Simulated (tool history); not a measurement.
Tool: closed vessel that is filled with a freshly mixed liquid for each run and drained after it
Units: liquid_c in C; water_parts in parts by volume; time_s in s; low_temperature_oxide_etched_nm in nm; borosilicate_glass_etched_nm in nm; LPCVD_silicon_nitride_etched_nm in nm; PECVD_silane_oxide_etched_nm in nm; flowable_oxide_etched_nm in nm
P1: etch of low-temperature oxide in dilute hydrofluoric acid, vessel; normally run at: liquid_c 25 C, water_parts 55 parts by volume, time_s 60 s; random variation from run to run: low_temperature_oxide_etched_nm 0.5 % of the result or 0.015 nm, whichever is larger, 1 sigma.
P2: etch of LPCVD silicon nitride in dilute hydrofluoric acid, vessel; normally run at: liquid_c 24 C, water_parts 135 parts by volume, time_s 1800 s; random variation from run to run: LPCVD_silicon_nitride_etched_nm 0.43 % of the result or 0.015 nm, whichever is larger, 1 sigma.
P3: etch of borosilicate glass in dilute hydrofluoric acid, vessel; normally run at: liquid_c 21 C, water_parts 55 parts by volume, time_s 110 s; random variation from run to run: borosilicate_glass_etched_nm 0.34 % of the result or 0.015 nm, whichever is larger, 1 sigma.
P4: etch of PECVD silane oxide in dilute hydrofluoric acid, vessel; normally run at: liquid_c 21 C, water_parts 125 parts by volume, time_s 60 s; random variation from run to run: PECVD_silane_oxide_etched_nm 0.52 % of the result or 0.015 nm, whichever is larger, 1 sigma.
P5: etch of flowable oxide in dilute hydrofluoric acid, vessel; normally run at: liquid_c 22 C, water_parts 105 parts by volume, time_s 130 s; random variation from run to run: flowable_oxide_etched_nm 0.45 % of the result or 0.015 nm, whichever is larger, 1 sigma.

run   hour  process  liquid_c  water_parts  time_s  hours since the thermometer was replaced  hours since the hydrofluoric acid flow meter was replaced  low_temperature_oxide_etched_nm  borosilicate_glass_etched_nm  LPCVD_silicon_nitride_etched_nm  PECVD_silane_oxide_etched_nm  flowable_oxide_etched_nm
  1    5.2       P1        25           55      60                                    1114.1                                                      683.7                           21.042
  2    9.5       P3        21           20     110                                    1118.4                                                        688                                                         128.82
  3   15.5       P2        24          135    3525                                    1124.4                                                        694                                                                                          14.171
  4     21       P4        21          125      60                                    1129.9                                                      699.5                                                                                                                        20.878
  5   23.9       P5        22           65     130                                    1132.8                                                      702.4                                                                                                                                                  73.794
  6   29.3       P3        21           55      30                                    1138.2                                                      707.8                                                         12.246
  7   34.7       P1        25           55      30                                    1143.6                                                      713.2                           10.687
  8   38.6       P2        24          250    1800                                    1147.5                                                      717.1                                                                                          3.9472
  9   42.9       P4        21          210      60                                    1151.8                                                      721.4                                                                                                                        11.353
 10   46.7       P2        17          135    1800                                    1155.6                                                      725.2                                                                                          4.5084
 11   51.6       P4      27.5          125      60                                    1160.5                                                      730.1                                                                                                                        26.861
 12   56.2       P1        25           55      60                                    1165.1                                                      734.7                           21.217
 13   61.6       P1        25           25      60                                    1170.5                                                      740.1                           49.032
 14   64.9       P2        24          135    1800                                    1173.8                                                      743.4                                                                                          7.2254
 15     70       P5        22          105      50                                    1178.9                                                      748.5                                                                                                                                                  16.723
 16   74.5       P5        22          105     130                                    1183.4                                                        753                                                                                                                                                  43.214
 17   78.6       P1        17           55      60                                    1187.5                                                      757.1                           15.365
 18   82.4       P3      28.5           55     110                                    1191.3                                                      760.9                                                         60.514
 19   87.4       P3        21           55     110                                    1196.3                                                      765.9                                                         45.023
 20   92.7       P1      30.5           55      30                                    1201.6                                                      771.2                           13.274
      94.7  -- hydrofluoric acid flow meter replaced
 21   97.6       P1        25           55      60                                    1206.5                                                          3                           21.408
 22  100.4       P1        25          105      60                                    1209.3                                                        5.8                           10.414
 23  106.1       P4        21          125      60                                      1215                                                       11.5                                                                                                                         20.68
 24  109.3       P4        21          125     105                                    1218.2                                                       14.7                                                                                                                        36.307
 25  114.8       P1        25           55     110                                    1223.7                                                       20.2                           39.176
 26  118.7       P1        25           55      60                                    1227.6                                                       24.1                           21.221
 27  124.7       P1      30.5           55      60                                    1233.6                                                       30.1                           26.429
 28  130.4       P5        22          105     130                                    1239.3                                                       35.8                                                                                                                                                  43.495
 29  135.7       P5        17          105     130                                    1244.6                                                       41.1                                                                                                                                                  35.466
 30  141.2       P1        25           55      60                                    1250.1                                                       46.6                           21.447
 31  146.1       P1        25           55      60                                      1255                                                       51.5                           20.705
 32  149.4       P1        25           55      60                                    1258.3                                                       54.8                           20.552
 33  154.3       P1        25           55      60                                    1263.2                                                       59.7                             20.2
 34  159.1       P1        25           55      60                                      1268                                                       64.5                            19.91
 35  163.7       P1        25           55      60                                    1272.6                                                       69.1                           19.831
 36  169.3       P1        25           55      60                                    1278.2                                                       74.7                           19.635
 37  174.2       P1        25           55      60                                    1283.1                                                       79.6                           19.816
 38  179.8       P1        25           55      60                                    1288.7                                                       85.2                           19.949
 39  183.4       P1        25           55      60                                    1292.3                                                       88.8                           19.703

What P1 gives has crept away from where it was. These 2 causes fit the log equally well, each at the size given:
A: liquid colder than its thermometer reads (K) = 1.89
B: hydrofluoric acid flow below the setpoint (%) = 6.91
The creep began at about hour 141.2.

4 check runs are offered, one wafer each, their results left as question marks. Which one tells the causes apart?
check 1   187       P3      28.5           20     110                                                                                                                                                                   ?
check 2   187       P5        17          105      50                                                                                                                                                                                                                                                            ?
check 3   187       P2      17.5          240    1800                                                                                                                                                                                                    ?
check 4   187       P4        27          125     100                                                                                                                                                                                                                                  ?

What each check would give under each cause:
  check                           result    if A    if B
check 1     borosilicate_glass_etched_nm  163.28  163.96
check 2         flowable_oxide_etched_nm  12.558  12.566
check 3  LPCVD_silicon_nitride_etched_nm  2.3772   2.519
check 4     PECVD_silane_oxide_etched_nm  40.648  40.195
How far apart the two closest causes lie, in the result that separates them most: check 1 0.41 %; check 2 0.06 %; check 3 5.8 %; check 4 1.12 %
Only check 3 tells the causes apart: in the others they would give nearly the same result.

Then check 3 was run and gave: LPCVD_silicon_nitride_etched_nm 2.3663 nm. Which cause is it?

It is A: liquid colder than its thermometer reads (K).
